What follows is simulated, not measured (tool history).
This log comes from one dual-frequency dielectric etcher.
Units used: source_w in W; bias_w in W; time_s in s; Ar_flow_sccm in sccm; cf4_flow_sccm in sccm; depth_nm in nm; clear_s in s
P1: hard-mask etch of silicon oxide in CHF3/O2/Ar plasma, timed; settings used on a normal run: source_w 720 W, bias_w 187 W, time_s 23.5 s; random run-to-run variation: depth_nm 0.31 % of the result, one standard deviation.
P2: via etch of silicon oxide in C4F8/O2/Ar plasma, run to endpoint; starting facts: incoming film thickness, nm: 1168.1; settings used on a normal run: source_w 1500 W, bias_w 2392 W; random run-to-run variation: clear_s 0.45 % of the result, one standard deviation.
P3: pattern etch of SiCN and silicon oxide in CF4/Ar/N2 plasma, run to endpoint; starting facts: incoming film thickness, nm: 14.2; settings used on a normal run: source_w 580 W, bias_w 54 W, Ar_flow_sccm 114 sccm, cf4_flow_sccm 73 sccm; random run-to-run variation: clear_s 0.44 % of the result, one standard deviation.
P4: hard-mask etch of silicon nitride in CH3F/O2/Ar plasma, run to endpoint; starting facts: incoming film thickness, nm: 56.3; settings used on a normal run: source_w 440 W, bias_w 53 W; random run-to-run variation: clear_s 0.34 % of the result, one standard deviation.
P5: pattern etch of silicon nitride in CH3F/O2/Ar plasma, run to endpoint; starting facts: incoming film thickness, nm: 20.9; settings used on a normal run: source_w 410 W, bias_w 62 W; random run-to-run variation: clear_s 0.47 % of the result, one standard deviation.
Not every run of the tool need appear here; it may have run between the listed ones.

run   hour  process  source_w  bias_w  time_s  Ar_flow_sccm  cf4_flow_sccm  hours since the last wet clean  hours since the last source power generator calibration  hours since the last bias power generator calibration  depth_nm  clear_s
  1    8.8       P1       720     187    23.5                                                        171.5                                                    922.3                                                 1135.1     50.24
  2   18.9       P1       720     254    23.5                                                        181.6                                                    932.4                                                 1145.2    56.043
  3   24.6       P3       580      31                   114             73                           187.3                                                    938.1                                                 1150.9             17.438
  4   29.9       P1       980     187    23.5                                                        192.6                                                    943.4                                                 1156.2    56.822
  5   40.1       P1       720     187    23.5                                                        202.8                                                    953.6                                                 1166.4    50.692
  6   45.7       P4       440      53                                                                208.4                                                    959.2                                                   1172             88.788
      46.4  -- bias power generator calibrated
  7     51       P1       550     248    23.5                                                        213.7                                                    964.5                                                    4.6    49.793
  8   58.4       P3       580      54                    71             73                           221.1                                                    971.9                                                     12             13.748
  9   64.4       P3       580      54                   114             73                           227.1                                                    977.9                                                     18             14.883
 10   73.4       P3       580      54                   114             46                           236.1                                                    986.9                                                     27             15.967
 11     79       P2      1500    1423                                                                241.7                                                    992.5                                                   32.6             295.11
 12   89.4       P1       720     187    23.5                                                        252.1                                                   1002.9                                                     43    50.658
      94.4  -- source power generator calibrated
 13   99.7       P4       280      53                                                                262.4                                                      5.4                                                   53.3             105.41
 14  105.8       P5       410      76                                                                268.5                                                     11.5                                                   59.4             29.553
 15  111.2       P5       410      62                                                                273.9                                                     16.9                                                   64.8             31.693
 16  119.9       P2      1910    2392                                                                282.6                                                     25.6                                                   73.5                229
 17  129.3       P1       720     121    23.5                                                          292                                                       35                                                   82.9    44.014
 18  137.1       P1       720     187    29.5                                                        299.8                                                     42.8                                                   90.7    63.292
 19  148.1       P1       720     187    23.5                                                        310.8                                                     53.8                                                  101.7     50.25
 20  157.2       P3       580      54                   114             73                           319.9                                                     62.9                                                  110.8              14.77
 21  164.1       P1       720     187    23.5                                                        326.8                                                     69.8                                                  117.7    50.477
 22  174.3       P4       440      53                                                                  337                                                       80                                                  127.9             88.416
 23  180.2       P1       560     187    23.5                                                        342.9                                                     85.9                                                  133.8     45.77
 24  188.6       P3       770      54                   114             73                           351.3                                                     94.3                                                  142.2             11.438
 25  197.4       P2      1500    2392                                                                360.1                                                    103.1                                                    151             251.64
 26  203.1       P5       550      62                                                                365.8                                                    108.8                                                  156.7             28.022
 27  211.9       P4       440      68                                                                374.6                                                    117.6                                                  165.5             82.073
 28  218.4       P1       720     187    23.5                                                        381.1                                                    124.1                                                    172    50.375
 29  227.9       P1       720     187    17.5                                                        390.6                                                    133.6                                                  181.5    37.393
 30  237.1       P1       720     187    23.5                                                        399.8                                                    142.8                                                  190.7    50.604
 31  245.7       P1       720     187    23.5                                                        408.4                                                    151.4                                                  199.3    50.918
 32  254.1       P1       720     187    23.5                                                        416.8                                                    159.8                                                  207.7    50.818
 33  262.6       P1       720     187    23.5                                                        425.3                                                    168.3                                                  216.2    50.837
 34  269.4       P1       720     187    23.5                                                        432.1                                                    175.1                                                    223    51.033
 35  274.9       P1       720     187    23.5                                                        437.6                                                    180.6                                                  228.5    50.891
 36  285.3       P1       720     187    23.5                                                          448                                                      191                                                  238.9     50.99
     286.5  -- wet clean of the chamber
 37  294.5       P1       720     187    23.5                                                            8                                                    200.2                                                  248.1    51.127
 38  301.9       P1       720     187    23.5                                                         15.4                                                    207.6                                                  255.5    51.001
 39  307.1       P1       720     187    23.5                                                         20.6                                                    212.8                                                  260.7    50.937
 40  316.7       P1       720     187    23.5                                                         30.2                                                    222.4                                                  270.3    51.221

The log shows P1 creeping away from where it was. Any of the 2 causes listed here, at the size stated for it, fits the log just as well as the others:
A: bias power that arrives over what is set, % = 4.77
B: source power that arrives over what is set, % = 4.17
The process output started creeping at around hour 237.1.
All other causes, with the reason each is excluded:
chamber walls in a state that raises the etch rate, %: serviced at hour 286.5, after the drift had started, without restoring the earlier output

Of the 4 check runs below, each run on 3 wafers with the results averaged and each result still a question mark, which one would tell the listed causes apart?
check 1  326.3       P5       410      75                                                                                                                                                                                                       ?
check 2  326.3       P4       300      64                                                                                                                                                                                                       ?
check 3  326.3       P3       580      54                   114             51                                                                                                                                                                  ?
check 4  326.3       P2      1870    2392                                                                                                                                                                                                       ?

What every check run would give for each of its results, assuming each possible cause in turn:
  check   result    if A    if B
check 1  clear_s  29.069  29.089
check 2  clear_s  95.008  95.052
check 3  clear_s  15.523   15.21
check 4  clear_s  229.16  228.67
Per check, the gap between the least separated pair of causes, taken in the result that splits them most: check 1 0.07 %; check 2 0.05 %; check 3 2.04 %; check 4 0.22 %
Check 3 is the one run that separates the causes; every other check would come out nearly the same whichever cause is at work.

The results of check 3 are: clear_s 15.543 s. Based on these, which of the listed causes is it?

It is A: bias power that arrives over what is set, %.
